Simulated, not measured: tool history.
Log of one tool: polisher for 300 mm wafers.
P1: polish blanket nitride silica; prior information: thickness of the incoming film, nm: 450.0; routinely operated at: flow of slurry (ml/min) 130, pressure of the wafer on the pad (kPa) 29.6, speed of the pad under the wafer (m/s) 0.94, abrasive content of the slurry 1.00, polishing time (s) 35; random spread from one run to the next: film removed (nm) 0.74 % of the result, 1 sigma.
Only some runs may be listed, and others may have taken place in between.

| run | day | flow of slurry (ml/min) | pressure of the wafer on the pad (kPa) | speed of the pad under the wafer (m/s) | abrasive content of the slurry | polishing time (s) | wafers polished on this pad | hours since the slurry nozzle was cleaned | hours since the head pressure was calibrated | hours since the slurry blender was calibrated | hours since the conditioning disc was replaced | film removed (nm) |
|---|---|---|---|---|---|---|---|---|---|---|---|---|
| 1 | 0.683 | 130 | 29.6 | 0.94 | 1.00 | 35 | 403 | 388.1 | 241.9 | 281.1 | 150.7 | 24.696 |
| 2 | 1.233 | 130 | 29.6 | 0.94 | 0.50 | 35 | 526 | 401.3 | 255.1 | 294.3 | 163.9 | 17.070 |
| 3 | 1.617 | 165 | 29.6 | 0.62 | 1.00 | 35 | 613 | 410.5 | 264.3 | 303.5 | 173.1 | 18.179 |
| 4 | 2.333 | 130 | 29.6 | 1.38 | 1.00 | 35 | 774 | 427.7 | 281.5 | 320.7 | 190.3 | 33.965 |
| 5 | 2.704 | 130 | 29.6 | 0.94 | 1.00 | 22 | 857 | 436.6 | 290.4 | 329.6 | 199.2 | 15.346 |
| 6 | 3.225 | 130 | 29.6 | 0.94 | 1.00 | 35 | 975 | 449.1 | 302.9 | 342.1 | 211.7 | 24.593 |
| 7 | 3.750 | 205 | 29.6 | 0.94 | 1.00 | 35 | 1093 | 461.7 | 315.5 | 354.7 | 224.3 | 26.660 |
| 8 | 4.254 | 130 | 29.6 | 0.94 | 1.00 | 35 | 1206 | 473.8 | 327.6 | 366.8 | 236.4 | 24.637 |
| 9 | 4.658 | 130 | 37.2 | 0.94 | 1.00 | 35 | 1297 | 483.5 | 337.3 | 376.5 | 246.1 | 31.259 |
| 10 | 5.367 | 130 | 29.6 | 0.94 | 0.75 | 20 | 1457 | 500.5 | 354.3 | 393.5 | 263.1 | 12.369 |
|  | 5.383 | slurry nozzle cleaned |
| 11 | 5.883 | 130 | 29.6 | 0.94 | 1.00 | 35 | 1573 | 12.1 | 366.7 | 405.9 | 275.5 | 24.861 |
| 12 | 6.471 | 130 | 29.6 | 0.94 | 1.00 | 55 | 1705 | 26.2 | 380.8 | 420.0 | 289.6 | 38.572 |
| 13 | 7.021 | 130 | 29.6 | 0.94 | 1.00 | 35 | 1829 | 39.4 | 394.0 | 433.2 | 302.8 | 24.582 |
| 14 | 7.383 | 170 | 16.5 | 0.94 | 1.00 | 35 | 1911 | 48.1 | 402.7 | 441.9 | 311.5 | 14.448 |
| 15 | 7.896 | 130 | 29.6 | 0.94 | 1.25 | 35 | 2026 | 60.4 | 415.0 | 454.2 | 323.8 | 27.180 |
| 16 | 8.292 | 130 | 29.6 | 0.48 | 1.00 | 35 | 2115 | 69.9 | 424.5 | 463.7 | 333.3 | 14.502 |
| 17 | 8.750 | 80 | 29.6 | 0.94 | 1.00 | 35 | 2218 | 80.9 | 435.5 | 474.7 | 344.3 | 21.926 |
| 18 | 9.200 | 130 | 13.1 | 0.94 | 1.00 | 35 | 2320 | 91.7 | 446.3 | 485.5 | 355.1 | 10.887 |
| 19 | 9.621 | 130 | 29.6 | 0.94 | 1.00 | 35 | 2414 | 101.8 | 456.4 | 495.6 | 365.2 | 24.683 |
| 20 | 10.004 | 130 | 29.6 | 0.94 | 1.00 | 35 | 2501 | 111.0 | 465.6 | 504.8 | 374.4 | 24.061 |
| 21 | 10.708 | 130 | 29.6 | 0.94 | 1.00 | 35 | 2659 | 127.9 | 482.5 | 521.7 | 391.3 | 22.828 |
| 22 | 11.379 | 130 | 29.6 | 0.94 | 1.00 | 35 | 2810 | 144.0 | 498.6 | 537.8 | 407.4 | 22.462 |
| 23 | 11.717 | 130 | 29.6 | 0.94 | 1.00 | 35 | 2886 | 152.1 | 506.7 | 545.9 | 415.5 | 22.332 |
| 24 | 12.288 | 130 | 29.6 | 0.94 | 1.00 | 35 | 3014 | 165.8 | 520.4 | 559.6 | 429.2 | 22.104 |
| 25 | 12.825 | 130 | 29.6 | 0.94 | 1.00 | 35 | 3135 | 178.7 | 533.3 | 572.5 | 442.1 | 21.739 |
|  | 12.962 | slurry nozzle cleaned |
|  | 13.062 | head pressure recalibrated |
|  | 13.133 | conditioning disc replaced and pad reconditioned |
| 26 | 13.458 | 130 | 29.6 | 0.94 | 1.00 | 35 | 3278 | 12.0 | 9.6 | 587.7 | 7.9 | 21.849 |
| 27 | 13.929 | 130 | 29.6 | 0.94 | 1.00 | 35 | 3384 | 23.3 | 20.9 | 599.0 | 19.2 | 21.993 |
| 28 | 14.679 | 130 | 29.6 | 0.94 | 1.00 | 35 | 3553 | 41.3 | 38.9 | 617.0 | 37.2 | 21.596 |

Something has made what P1 gives creep away from where it was; the 2 causes below, each at its own stated size, fit the log equally well:
A: removal rate lost through wear of the pad, % = 12.6
B: abrasive missing from the slurry, % = 24.1
The onset of the drift is placed at about day 9.621.
All other causes, with the reason each is excluded:
slurry flow missing at the pad, %: maintenance at day 12.962, after the shift began, did not return the process to its former output
head's pressure below its setpoint, %: maintenance at day 13.062, after the shift began, did not return the process to its former output
time polished since the conditioner stopped cutting, s: maintenance at day 13.133, after the shift began, did not return the process to its former output

Consider the 4 check runs below, whose results appear as question marks and each of which averages 3 wafers. Which one distinguishes the causes, in that each cause would give it a clearly different result?
| check 1 | 15.429 | 180 | 13.8 | 0.94 | 1.00 | 35 |  |  |  |  |  | ? |
| check 2 | 15.429 | 200 | 29.6 | 0.50 | 1.00 | 35 |  |  |  |  |  | ? |
| check 3 | 15.429 | 130 | 29.6 | 0.94 | 0.60 | 51 |  |  |  |  |  | ? |
| check 4 | 15.429 | 130 | 14.5 | 1.36 | 1.00 | 35 |  |  |  |  |  | ? |

How each check would come out, cause by cause:
| check | result | if A | if B |
|---|---|---|---|
| check 1 | film removed (nm) | 10.624 | 10.622 |
| check 2 | film removed (nm) | 13.990 | 13.988 |
| check 3 | film removed (nm) | 24.151 | 23.326 |
| check 4 | film removed (nm) | 14.173 | 14.171 |
Distance between the nearest two causes, measured in the result of the check that separates them most: check 1 0.01 %; check 2 0.01 %; check 3 3.47 %; check 4 0.01 %
The causes can be told apart only by check 3. The other checks would give nearly the same results under each of them.

With check 3 done, the readings were: film removed (nm) 23.411. Identify which of the listed causes applies.

It was cause B: abrasive missing from the slurry, %.
